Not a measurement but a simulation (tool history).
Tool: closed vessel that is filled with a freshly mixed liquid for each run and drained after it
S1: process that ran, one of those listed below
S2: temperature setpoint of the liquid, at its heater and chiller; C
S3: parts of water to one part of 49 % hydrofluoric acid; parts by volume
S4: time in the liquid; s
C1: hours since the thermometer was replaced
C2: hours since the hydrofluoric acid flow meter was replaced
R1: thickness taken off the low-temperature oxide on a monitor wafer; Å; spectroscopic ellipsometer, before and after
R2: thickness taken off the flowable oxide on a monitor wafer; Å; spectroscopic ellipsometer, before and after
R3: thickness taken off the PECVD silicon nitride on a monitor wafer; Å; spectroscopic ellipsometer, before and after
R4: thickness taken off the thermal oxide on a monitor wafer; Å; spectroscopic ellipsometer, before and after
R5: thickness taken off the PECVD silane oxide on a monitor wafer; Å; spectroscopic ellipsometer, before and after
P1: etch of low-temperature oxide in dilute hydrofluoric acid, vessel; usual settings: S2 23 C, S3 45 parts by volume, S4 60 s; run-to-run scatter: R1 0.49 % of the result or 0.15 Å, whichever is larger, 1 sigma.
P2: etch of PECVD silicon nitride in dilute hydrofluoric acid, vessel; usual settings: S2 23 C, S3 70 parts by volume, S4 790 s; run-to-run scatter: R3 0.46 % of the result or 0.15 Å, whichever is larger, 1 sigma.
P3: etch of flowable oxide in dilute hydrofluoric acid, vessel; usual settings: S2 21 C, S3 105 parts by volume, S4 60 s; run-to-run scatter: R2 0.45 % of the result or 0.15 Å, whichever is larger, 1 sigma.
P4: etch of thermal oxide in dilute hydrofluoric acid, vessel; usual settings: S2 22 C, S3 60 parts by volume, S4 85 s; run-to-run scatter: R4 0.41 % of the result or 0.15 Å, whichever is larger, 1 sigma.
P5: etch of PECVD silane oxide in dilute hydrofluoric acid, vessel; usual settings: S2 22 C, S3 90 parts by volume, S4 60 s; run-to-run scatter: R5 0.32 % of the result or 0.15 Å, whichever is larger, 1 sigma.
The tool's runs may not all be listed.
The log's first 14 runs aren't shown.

run,hour,S1,S2,S3,S4,C1,C2,R1,R2,R3,R4,R5
15,136.6,P3,21,105,30,586.7,34.1,,68.814,,,
16,149.2,P1,23,45,60,599.3,46.7,402.71,,,,
17,157.3,P1,23,25,60,607.4,54.8,740.03,,,,
18,165.4,P5,22,90,110,615.5,62.9,,,,,336.84
19,174,P1,23,45,60,624.1,71.5,401.45,,,,
20,182.6,P5,22,45,60,632.7,80.1,,,,,388.33
21,192.8,P2,29,70,790,642.9,90.3,,,595.86,,
22,201.7,P1,19,75,60,651.8,99.2,196.52,,,,
23,213.2,P4,17,60,85,663.3,110.7,,,,54.646,
24,223.7,P2,23,40,790,673.8,121.2,,,690.97,,
25,230.8,P1,29.5,45,60,680.9,128.3,521.5,,,,
26,240.8,P2,23,70,790,690.9,138.3,,,401.15,,
27,247.3,P4,22,60,165,697.4,144.8,,,,131.79,
28,253.8,P1,23,65,60,703.9,151.3,270.2,,,,
29,260.1,P5,22,90,60,710.2,157.6,,,,,182.75
30,267,P1,23,45,60,717.1,164.5,400.78,,,,
31,279.7,P1,23,45,60,729.8,177.2,384.84,,,,

Run 32 comes next. What will it give?
32,286.6,P1,23,45,60,736.7,184.1,?,,,,

Run 32 gave R1 378.05 Å.
